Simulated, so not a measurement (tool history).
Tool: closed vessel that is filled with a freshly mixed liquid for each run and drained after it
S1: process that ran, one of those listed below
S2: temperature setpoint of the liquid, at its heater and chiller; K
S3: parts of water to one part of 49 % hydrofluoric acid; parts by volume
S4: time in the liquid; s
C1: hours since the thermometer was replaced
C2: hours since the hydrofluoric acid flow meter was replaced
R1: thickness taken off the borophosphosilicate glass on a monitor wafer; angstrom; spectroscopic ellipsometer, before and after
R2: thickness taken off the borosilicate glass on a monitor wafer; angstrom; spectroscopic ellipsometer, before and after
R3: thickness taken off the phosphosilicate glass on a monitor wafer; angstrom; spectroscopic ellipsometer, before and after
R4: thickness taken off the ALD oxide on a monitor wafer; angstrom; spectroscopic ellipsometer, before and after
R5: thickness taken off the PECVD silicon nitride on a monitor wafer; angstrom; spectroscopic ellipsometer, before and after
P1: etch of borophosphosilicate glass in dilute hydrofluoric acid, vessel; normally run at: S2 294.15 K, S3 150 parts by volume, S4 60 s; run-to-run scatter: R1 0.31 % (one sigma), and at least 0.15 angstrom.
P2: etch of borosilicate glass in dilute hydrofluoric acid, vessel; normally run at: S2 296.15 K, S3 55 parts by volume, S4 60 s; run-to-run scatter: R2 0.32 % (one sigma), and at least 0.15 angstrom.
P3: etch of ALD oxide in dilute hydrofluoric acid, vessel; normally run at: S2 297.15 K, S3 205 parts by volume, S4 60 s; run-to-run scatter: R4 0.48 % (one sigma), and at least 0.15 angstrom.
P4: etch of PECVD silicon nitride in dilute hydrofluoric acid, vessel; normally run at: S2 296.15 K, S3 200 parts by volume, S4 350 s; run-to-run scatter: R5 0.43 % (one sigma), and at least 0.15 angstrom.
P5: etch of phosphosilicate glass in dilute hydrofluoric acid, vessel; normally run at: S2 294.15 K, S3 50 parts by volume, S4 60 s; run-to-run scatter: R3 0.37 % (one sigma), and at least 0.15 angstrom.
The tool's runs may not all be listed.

Run 1, hour 15.5: S1 P1, S2 294.15 K, S3 150 parts by volume, S4 60 s; C1 323.2; C2 345.6. Result: R1 117.95 angstrom.
Run 2, hour 29.1: S1 P2, S2 296.15 K, S3 55 parts by volume, S4 90 s; C1 336.8; C2 359.2. Result: R2 811.59 angstrom.
Run 3, hour 42.6: S1 P5, S2 294.15 K, S3 90 parts by volume, S4 60 s; C1 350.3; C2 372.7. Result: R3 1028 angstrom.
Run 4, hour 56.5: S1 P3, S2 297.15 K, S3 205 parts by volume, S4 30 s; C1 364.2; C2 386.6. Result: R4 28.121 angstrom.
Run 5, hour 74.4: S1 P3, S2 297.15 K, S3 205 parts by volume, S4 60 s; C1 382.1; C2 404.5. Result: R4 56.058 angstrom.
Run 6, hour 87.7: S1 P1, S2 294.15 K, S3 220 parts by volume, S4 60 s; C1 395.4; C2 417.8. Result: R1 74.305 angstrom.
Run 7, hour 98.6: S1 P4, S2 296.15 K, S3 200 parts by volume, S4 545 s; C1 406.3; C2 428.7. Result: R5 134.38 angstrom.
Run 8, hour 113: S1 P4, S2 296.15 K, S3 325 parts by volume, S4 350 s; C1 420.7; C2 443.1. Result: R5 54.035 angstrom.
Run 9, hour 123.2: S1 P3, S2 301.15 K, S3 205 parts by volume, S4 60 s; C1 430.9; C2 453.3. Result: R4 65.116 angstrom.
Run 10, hour 138.2: S1 P1, S2 294.15 K, S3 150 parts by volume, S4 60 s; C1 445.9; C2 468.3. Result: R1 118.37 angstrom.
Run 11, hour 150.9: S1 P1, S2 294.15 K, S3 150 parts by volume, S4 115 s; C1 458.6; C2 481. Result: R1 226.2 angstrom.
Run 12, hour 168.3: S1 P5, S2 294.15 K, S3 50 parts by volume, S4 30 s; C1 476; C2 498.4. Result: R3 958.03 angstrom.
Run 13, hour 183.8: S1 P1, S2 299.15 K, S3 150 parts by volume, S4 30 s; C1 491.5; C2 513.9. Result: R1 71.192 angstrom.
Run 14, hour 199.2: S1 P2, S2 296.15 K, S3 105 parts by volume, S4 60 s; C1 506.9; C2 529.3. Result: R2 268.3 angstrom.
Run 15, hour 217: S1 P5, S2 294.15 K, S3 50 parts by volume, S4 60 s; C1 524.7; C2 547.1. Result: R3 1936.9 angstrom.
Run 16, hour 229.9: S1 P2, S2 300.65 K, S3 55 parts by volume, S4 60 s; C1 537.6; C2 560. Result: R2 651.98 angstrom.
Run 17, hour 242.9: S1 P1, S2 294.15 K, S3 150 parts by volume, S4 60 s; C1 550.6; C2 573. Result: R1 117.23 angstrom.
Run 18, hour 258.6: S1 P1, S2 294.15 K, S3 150 parts by volume, S4 60 s; C1 566.3; C2 588.7. Result: R1 117.56 angstrom.
Run 19, hour 268.6: S1 P5, S2 294.15 K, S3 50 parts by volume, S4 60 s; C1 576.3; C2 598.7. Result: R3 1942.3 angstrom.
Run 20, hour 282.9: S1 P1, S2 301.65 K, S3 150 parts by volume, S4 60 s; C1 590.6; C2 613. Result: R1 155.94 angstrom.
Run 21, hour 293.6: S1 P5, S2 301.15 K, S3 50 parts by volume, S4 60 s; C1 601.3; C2 623.7. Result: R3 2575.6 angstrom.
Run 22, hour 309.9: S1 P3, S2 297.15 K, S3 90 parts by volume, S4 60 s; C1 617.6; C2 640. Result: R4 144.99 angstrom.
Run 23, hour 323.2: S1 P4, S2 290.15 K, S3 200 parts by volume, S4 350 s; C1 630.9; C2 653.3. Result: R5 59.032 angstrom.
Run 24, hour 338.2: S1 P1, S2 290.15 K, S3 150 parts by volume, S4 60 s; C1 645.9; C2 668.3. Result: R1 100 angstrom.
Run 25, hour 351.6: S1 P2, S2 296.15 K, S3 55 parts by volume, S4 60 s; C1 659.3; C2 681.7. Result: R2 540.49 angstrom.
Run 26, hour 366.7: S1 P1, S2 294.15 K, S3 150 parts by volume, S4 60 s; C1 674.4; C2 696.8. Result: R1 118.36 angstrom.
Run 27, hour 378.5: S1 P1, S2 294.15 K, S3 55 parts by volume, S4 60 s; C1 686.2; C2 708.6. Result: R1 358.02 angstrom.
Run 28, hour 389.1: S1 P4, S2 296.15 K, S3 200 parts by volume, S4 350 s; C1 696.8; C2 719.2. Result: R5 86.315 angstrom.
Run 29, hour 405.7: S1 P2, S2 296.15 K, S3 55 parts by volume, S4 60 s; C1 713.4; C2 735.8. Result: R2 544.45 angstrom.
Run 30, hour 416.1: S1 P1, S2 294.15 K, S3 150 parts by volume, S4 60 s; C1 723.8; C2 746.2. Result: R1 117.89 angstrom.
Run 31, hour 427.5: S1 P1, S2 290.15 K, S3 150 parts by volume, S4 105 s; C1 735.2; C2 757.6. Result: R1 174.86 angstrom.
Run 32, hour 442.3: S1 P1, S2 294.15 K, S3 150 parts by volume, S4 30 s; C1 750; C2 772.4. Result: R1 58.958 angstrom.
Run 33, hour 455.4: S1 P1, S2 294.15 K, S3 150 parts by volume, S4 60 s; C1 763.1; C2 785.5. Result: R1 117.33 angstrom.

Forecast run 34:
Run 34, hour 474.1: S1 P1, S2 294.15 K, S3 150 parts by volume, S4 60 s; C1 781.8; C2 804.2. Result: R1 ?.

{"run 34": {"R1": 112.69}}
